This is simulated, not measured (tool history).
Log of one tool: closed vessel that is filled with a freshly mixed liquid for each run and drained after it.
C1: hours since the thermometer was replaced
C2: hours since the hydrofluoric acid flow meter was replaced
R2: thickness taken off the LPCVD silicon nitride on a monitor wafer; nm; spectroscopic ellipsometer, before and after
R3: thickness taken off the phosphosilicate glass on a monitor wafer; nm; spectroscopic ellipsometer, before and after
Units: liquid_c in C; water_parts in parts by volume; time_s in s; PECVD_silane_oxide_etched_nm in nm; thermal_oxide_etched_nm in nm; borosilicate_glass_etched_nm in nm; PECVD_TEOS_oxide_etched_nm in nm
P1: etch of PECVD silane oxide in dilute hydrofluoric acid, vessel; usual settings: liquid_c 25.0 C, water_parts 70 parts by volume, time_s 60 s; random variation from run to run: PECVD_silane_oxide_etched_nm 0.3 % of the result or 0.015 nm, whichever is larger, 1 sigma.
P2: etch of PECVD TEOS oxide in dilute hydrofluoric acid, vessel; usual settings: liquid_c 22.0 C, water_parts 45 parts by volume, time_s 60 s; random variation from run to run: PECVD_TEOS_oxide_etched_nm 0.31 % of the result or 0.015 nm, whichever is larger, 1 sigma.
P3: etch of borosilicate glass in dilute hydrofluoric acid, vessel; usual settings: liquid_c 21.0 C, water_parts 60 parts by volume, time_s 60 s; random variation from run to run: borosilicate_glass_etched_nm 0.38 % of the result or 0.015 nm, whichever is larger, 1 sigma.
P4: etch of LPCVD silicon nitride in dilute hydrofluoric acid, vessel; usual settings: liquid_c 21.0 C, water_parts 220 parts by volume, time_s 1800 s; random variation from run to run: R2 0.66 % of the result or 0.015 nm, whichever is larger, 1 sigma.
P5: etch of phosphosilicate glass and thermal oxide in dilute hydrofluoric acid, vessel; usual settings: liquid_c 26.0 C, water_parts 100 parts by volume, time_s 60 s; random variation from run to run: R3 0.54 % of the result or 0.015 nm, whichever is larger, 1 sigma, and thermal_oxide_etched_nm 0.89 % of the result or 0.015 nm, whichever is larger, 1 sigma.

{"run": 1, "hour": 6.9, "process": "P1", "liquid_c": 25.0, "water_parts": 70, "time_s": 60, "C1": 411.0, "C2": 1158.0, "PECVD_silane_oxide_etched_nm": 41.264}
{"run": 2, "hour": 13.9, "process": "P4", "liquid_c": 21.0, "water_parts": 220, "time_s": 2930, "C1": 418.0, "C2": 1165.0, "R2": 5.7453}
{"run": 3, "hour": 21.6, "process": "P1", "liquid_c": 25.0, "water_parts": 70, "time_s": 60, "C1": 425.7, "C2": 1172.7, "PECVD_silane_oxide_etched_nm": 41.237}
{"run": 4, "hour": 29.1, "process": "P1", "liquid_c": 25.0, "water_parts": 130, "time_s": 60, "C1": 433.2, "C2": 1180.2, "PECVD_silane_oxide_etched_nm": 20.704}
{"run": 5, "hour": 33.4, "process": "P5", "liquid_c": 26.0, "water_parts": 30, "time_s": 60, "C1": 437.5, "C2": 1184.5, "R3": 379.4, "thermal_oxide_etched_nm": 11.198}
{"run": 6, "hour": 41.3, "process": "P3", "liquid_c": 21.0, "water_parts": 60, "time_s": 60, "C1": 445.4, "C2": 1192.4, "borosilicate_glass_etched_nm": 32.04}
{"run": 7, "hour": 47.7, "process": "P2", "liquid_c": 22.0, "water_parts": 25, "time_s": 60, "C1": 451.8, "C2": 1198.8, "PECVD_TEOS_oxide_etched_nm": 40.201}
{"run": 8, "hour": 54.7, "process": "P3", "liquid_c": 21.0, "water_parts": 20, "time_s": 60, "C1": 458.8, "C2": 1205.8, "borosilicate_glass_etched_nm": 101.32}
{"run": 9, "hour": 59.5, "process": "P3", "liquid_c": 17.0, "water_parts": 60, "time_s": 60, "C1": 463.6, "C2": 1210.6, "borosilicate_glass_etched_nm": 26.882}
{"run": 10, "hour": 67.6, "process": "P2", "liquid_c": 22.0, "water_parts": 45, "time_s": 60, "C1": 471.7, "C2": 1218.7, "PECVD_TEOS_oxide_etched_nm": 21.747}
{"run": 11, "hour": 71.9, "process": "P5", "liquid_c": 26.0, "water_parts": 100, "time_s": 60, "C1": 476.0, "C2": 1223.0, "R3": 103.53, "thermal_oxide_etched_nm": 2.9894}
{"run": 12, "hour": 79.6, "process": "P1", "liquid_c": 21.5, "water_parts": 95, "time_s": 60, "C1": 483.7, "C2": 1230.7, "PECVD_silane_oxide_etched_nm": 25.559}
{"run": 13, "hour": 84.2, "process": "P2", "liquid_c": 22.0, "water_parts": 45, "time_s": 30, "C1": 488.3, "C2": 1235.3, "PECVD_TEOS_oxide_etched_nm": 10.821}
{"run": 14, "hour": 91.1, "process": "P5", "liquid_c": 26.0, "water_parts": 100, "time_s": 60, "C1": 495.2, "C2": 1242.2, "R3": 102.99, "thermal_oxide_etched_nm": 3.0436}
{"hour": 96.5, "done": "hydrofluoric acid flow meter replaced"}
{"run": 15, "hour": 97.4, "process": "P5", "liquid_c": 30.5, "water_parts": 100, "time_s": 60, "C1": 501.5, "C2": 0.9, "R3": 122.91, "thermal_oxide_etched_nm": 3.5457}
{"run": 16, "hour": 102.7, "process": "P1", "liquid_c": 25.0, "water_parts": 70, "time_s": 105, "C1": 506.8, "C2": 6.2, "PECVD_silane_oxide_etched_nm": 72.316}
{"run": 17, "hour": 107.9, "process": "P4", "liquid_c": 21.0, "water_parts": 220, "time_s": 1800, "C1": 512.0, "C2": 11.4, "R2": 3.5283}
{"run": 18, "hour": 114.4, "process": "P1", "liquid_c": 25.0, "water_parts": 45, "time_s": 60, "C1": 518.5, "C2": 17.9, "PECVD_silane_oxide_etched_nm": 66.765}
{"run": 19, "hour": 119.0, "process": "P2", "liquid_c": 28.0, "water_parts": 45, "time_s": 60, "C1": 523.1, "C2": 22.5, "PECVD_TEOS_oxide_etched_nm": 27.955}
{"run": 20, "hour": 125.8, "process": "P2", "liquid_c": 22.0, "water_parts": 45, "time_s": 60, "C1": 529.9, "C2": 29.3, "PECVD_TEOS_oxide_etched_nm": 21.786}
{"run": 21, "hour": 130.1, "process": "P4", "liquid_c": 21.0, "water_parts": 85, "time_s": 1800, "C1": 534.2, "C2": 33.6, "R2": 8.9891}
{"run": 22, "hour": 137.5, "process": "P5", "liquid_c": 26.0, "water_parts": 100, "time_s": 35, "C1": 541.6, "C2": 41.0, "R3": 60.139, "thermal_oxide_etched_nm": 1.7401}
{"run": 23, "hour": 143.3, "process": "P1", "liquid_c": 25.0, "water_parts": 70, "time_s": 60, "C1": 547.4, "C2": 46.8, "PECVD_silane_oxide_etched_nm": 41.14}
{"run": 24, "hour": 150.5, "process": "P1", "liquid_c": 25.0, "water_parts": 70, "time_s": 30, "C1": 554.6, "C2": 54.0, "PECVD_silane_oxide_etched_nm": 20.682}
{"run": 25, "hour": 155.3, "process": "P1", "liquid_c": 25.0, "water_parts": 70, "time_s": 60, "C1": 559.4, "C2": 58.8, "PECVD_silane_oxide_etched_nm": 41.372}
{"run": 26, "hour": 161.0, "process": "P4", "liquid_c": 28.0, "water_parts": 220, "time_s": 1800, "C1": 565.1, "C2": 64.5, "R2": 5.5466}
{"run": 27, "hour": 165.7, "process": "P1", "liquid_c": 19.0, "water_parts": 70, "time_s": 60, "C1": 569.8, "C2": 69.2, "PECVD_silane_oxide_etched_nm": 32.317}
{"run": 28, "hour": 172.6, "process": "P4", "liquid_c": 21.0, "water_parts": 220, "time_s": 1800, "C1": 576.7, "C2": 76.1, "R2": 3.5251}
{"run": 29, "hour": 177.9, "process": "P1", "liquid_c": 31.5, "water_parts": 70, "time_s": 60, "C1": 582.0, "C2": 81.4, "PECVD_silane_oxide_etched_nm": 53.418}
{"run": 30, "hour": 181.5, "process": "P3", "liquid_c": 21.0, "water_parts": 60, "time_s": 110, "C1": 585.6, "C2": 85.0, "borosilicate_glass_etched_nm": 58.864}
{"run": 31, "hour": 187.6, "process": "P1", "liquid_c": 25.0, "water_parts": 70, "time_s": 60, "C1": 591.7, "C2": 91.1, "PECVD_silane_oxide_etched_nm": 41.332}
{"run": 32, "hour": 195.6, "process": "P1", "liquid_c": 25.0, "water_parts": 70, "time_s": 60, "C1": 599.7, "C2": 99.1, "PECVD_silane_oxide_etched_nm": 42.712}
{"run": 33, "hour": 203.8, "process": "P1", "liquid_c": 25.0, "water_parts": 70, "time_s": 60, "C1": 607.9, "C2": 107.3, "PECVD_silane_oxide_etched_nm": 43.586}
{"run": 34, "hour": 210.2, "process": "P1", "liquid_c": 25.0, "water_parts": 70, "time_s": 60, "C1": 614.3, "C2": 113.7, "PECVD_silane_oxide_etched_nm": 44.19}
{"run": 35, "hour": 213.8, "process": "P1", "liquid_c": 25.0, "water_parts": 70, "time_s": 60, "C1": 617.9, "C2": 117.3, "PECVD_silane_oxide_etched_nm": 44.122}
{"run": 36, "hour": 218.9, "process": "P1", "liquid_c": 25.0, "water_parts": 70, "time_s": 60, "C1": 623.0, "C2": 122.4, "PECVD_silane_oxide_etched_nm": 44.433}
{"run": 37, "hour": 224.0, "process": "P1", "liquid_c": 25.0, "water_parts": 70, "time_s": 60, "C1": 628.1, "C2": 127.5, "PECVD_silane_oxide_etched_nm": 44.503}
{"run": 38, "hour": 229.6, "process": "P1", "liquid_c": 25.0, "water_parts": 70, "time_s": 60, "C1": 633.7, "C2": 133.1, "PECVD_silane_oxide_etched_nm": 44.45}
{"run": 39, "hour": 237.2, "process": "P1", "liquid_c": 25.0, "water_parts": 70, "time_s": 60, "C1": 641.3, "C2": 140.7, "PECVD_silane_oxide_etched_nm": 44.774}
{"run": 40, "hour": 242.7, "process": "P1", "liquid_c": 25.0, "water_parts": 70, "time_s": 60, "C1": 646.8, "C2": 146.2, "PECVD_silane_oxide_etched_nm": 44.706}

What P1 gives has crept away from where it was. These 2 causes fit the log equally well, each at the size given:
A: hydrofluoric acid flow above the setpoint (%) = 7.39
B: liquid hotter than its thermometer reads (K) = 1.95
The creep began at about hour 187.6.

4 check runs are offered, one wafer each, their results left as question marks. Which one tells the causes apart?
{"run": "check 1", "hour": 248.2, "process": "P4", "liquid_c": 21.0, "water_parts": 220, "time_s": 1800, "R2": "?"}
{"run": "check 2", "hour": 248.2, "process": "P3", "liquid_c": 21.0, "water_parts": 60, "time_s": 60, "borosilicate_glass_etched_nm": "?"}
{"run": "check 3", "hour": 248.2, "process": "P5", "liquid_c": 26.0, "water_parts": 100, "time_s": 60, "R3": "?", "thermal_oxide_etched_nm": "?"}
{"run": "check 4", "hour": 248.2, "process": "P2", "liquid_c": 22.0, "water_parts": 45, "time_s": 60, "PECVD_TEOS_oxide_etched_nm": "?"}

What each check would give under each cause:
check=check_1 result=R2 if_A=3.8080 if_B=4.0242
check=check_2 result=borosilicate_glass_etched_nm if_A=34.641 if_B=34.801
check=check_3 result=R3 if_A=111.570 if_B=111.010
check=check_3 result=thermal_oxide_etched_nm if_A=3.2661 if_B=3.2498
check=check_4 result=PECVD_TEOS_oxide_etched_nm if_A=23.454 if_B=23.593
How far apart the two closest causes lie, in the result that separates them most: check 1 5.52 %; check 2 0.46 %; check 3 0.5 %; check 4 0.59 %
Check 1 tells the causes apart: in the others they would give nearly the same result.

Then check 1 was run and gave: R2 4.0329 nm. Which cause is it?

It is B: liquid hotter than its thermometer reads (K).
